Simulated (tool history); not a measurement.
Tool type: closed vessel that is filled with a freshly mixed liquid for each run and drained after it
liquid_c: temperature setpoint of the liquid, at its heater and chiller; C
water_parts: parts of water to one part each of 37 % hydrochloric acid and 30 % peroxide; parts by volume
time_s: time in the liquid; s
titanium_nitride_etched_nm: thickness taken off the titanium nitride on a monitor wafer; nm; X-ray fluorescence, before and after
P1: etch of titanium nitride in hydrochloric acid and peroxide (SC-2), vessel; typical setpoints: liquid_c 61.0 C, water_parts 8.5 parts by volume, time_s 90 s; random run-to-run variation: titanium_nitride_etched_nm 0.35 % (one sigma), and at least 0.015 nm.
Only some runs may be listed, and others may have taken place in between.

Run 1, hour 5.0: liquid_c 61.0 C, water_parts 8.5 parts by volume, time_s 90 s. Result: titanium_nitride_etched_nm 6.3107 nm.
Run 2, hour 9.3: liquid_c 61.0 C, water_parts 8.5 parts by volume, time_s 90 s. Result: titanium_nitride_etched_nm 6.3711 nm.
Run 3, hour 14.8: liquid_c 46.0 C, water_parts 8.5 parts by volume, time_s 90 s. Result: titanium_nitride_etched_nm 2.3537 nm.
Run 4, hour 17.8: liquid_c 61.0 C, water_parts 8.5 parts by volume, time_s 90 s. Result: titanium_nitride_etched_nm 6.3117 nm.
Run 5, hour 20.4: liquid_c 61.0 C, water_parts 4.0 parts by volume, time_s 130 s. Result: titanium_nitride_etched_nm 16.0860 nm.
Run 6, hour 23.7: liquid_c 61.0 C, water_parts 4.0 parts by volume, time_s 90 s. Result: titanium_nitride_etched_nm 11.0640 nm.
At hour 25.4: chemicals flow meter replaced.
Run 7, hour 29.2: liquid_c 61.0 C, water_parts 8.5 parts by volume, time_s 90 s. Result: titanium_nitride_etched_nm 6.3294 nm.
Run 8, hour 32.9: liquid_c 61.0 C, water_parts 8.5 parts by volume, time_s 90 s. Result: titanium_nitride_etched_nm 6.3730 nm.
Run 9, hour 35.9: liquid_c 72.0 C, water_parts 12.0 parts by volume, time_s 90 s. Result: titanium_nitride_etched_nm 9.2896 nm.
Run 10, hour 39.8: liquid_c 61.0 C, water_parts 8.5 parts by volume, time_s 90 s. Result: titanium_nitride_etched_nm 6.3262 nm.
Run 11, hour 45.1: liquid_c 61.0 C, water_parts 8.5 parts by volume, time_s 30 s. Result: titanium_nitride_etched_nm 2.1041 nm.
Run 12, hour 49.4: liquid_c 68.5 C, water_parts 8.5 parts by volume, time_s 90 s. Result: titanium_nitride_etched_nm 10.0220 nm.
Run 13, hour 52.1: liquid_c 61.0 C, water_parts 15.0 parts by volume, time_s 90 s. Result: titanium_nitride_etched_nm 3.9018 nm.
Run 14, hour 56.5: liquid_c 61.0 C, water_parts 8.5 parts by volume, time_s 170 s. Result: titanium_nitride_etched_nm 11.9490 nm.
Run 15, hour 59.5: liquid_c 61.0 C, water_parts 8.5 parts by volume, time_s 90 s. Result: titanium_nitride_etched_nm 6.3623 nm.
Run 16, hour 63.6: liquid_c 61.0 C, water_parts 8.5 parts by volume, time_s 90 s. Result: titanium_nitride_etched_nm 6.1034 nm.
Run 17, hour 68.2: liquid_c 61.0 C, water_parts 8.5 parts by volume, time_s 90 s. Result: titanium_nitride_etched_nm 5.9449 nm.
Run 18, hour 73.7: liquid_c 61.0 C, water_parts 8.5 parts by volume, time_s 90 s. Result: titanium_nitride_etched_nm 5.8637 nm.
At hour 74.2: new drum of peroxide connected.
Run 19, hour 76.8: liquid_c 61.0 C, water_parts 8.5 parts by volume, time_s 90 s. Result: titanium_nitride_etched_nm 5.8304 nm.
Run 20, hour 81.2: liquid_c 61.0 C, water_parts 8.5 parts by volume, time_s 90 s. Result: titanium_nitride_etched_nm 5.8233 nm.

Estimate the outcome of run 21 from the log above:
Run 21, hour 86.6: liquid_c 61.0 C, water_parts 8.5 parts by volume, time_s 90 s. Result: titanium_nitride_etched_nm ?.

{"run 21": {"titanium_nitride_etched_nm": 5.7788}}

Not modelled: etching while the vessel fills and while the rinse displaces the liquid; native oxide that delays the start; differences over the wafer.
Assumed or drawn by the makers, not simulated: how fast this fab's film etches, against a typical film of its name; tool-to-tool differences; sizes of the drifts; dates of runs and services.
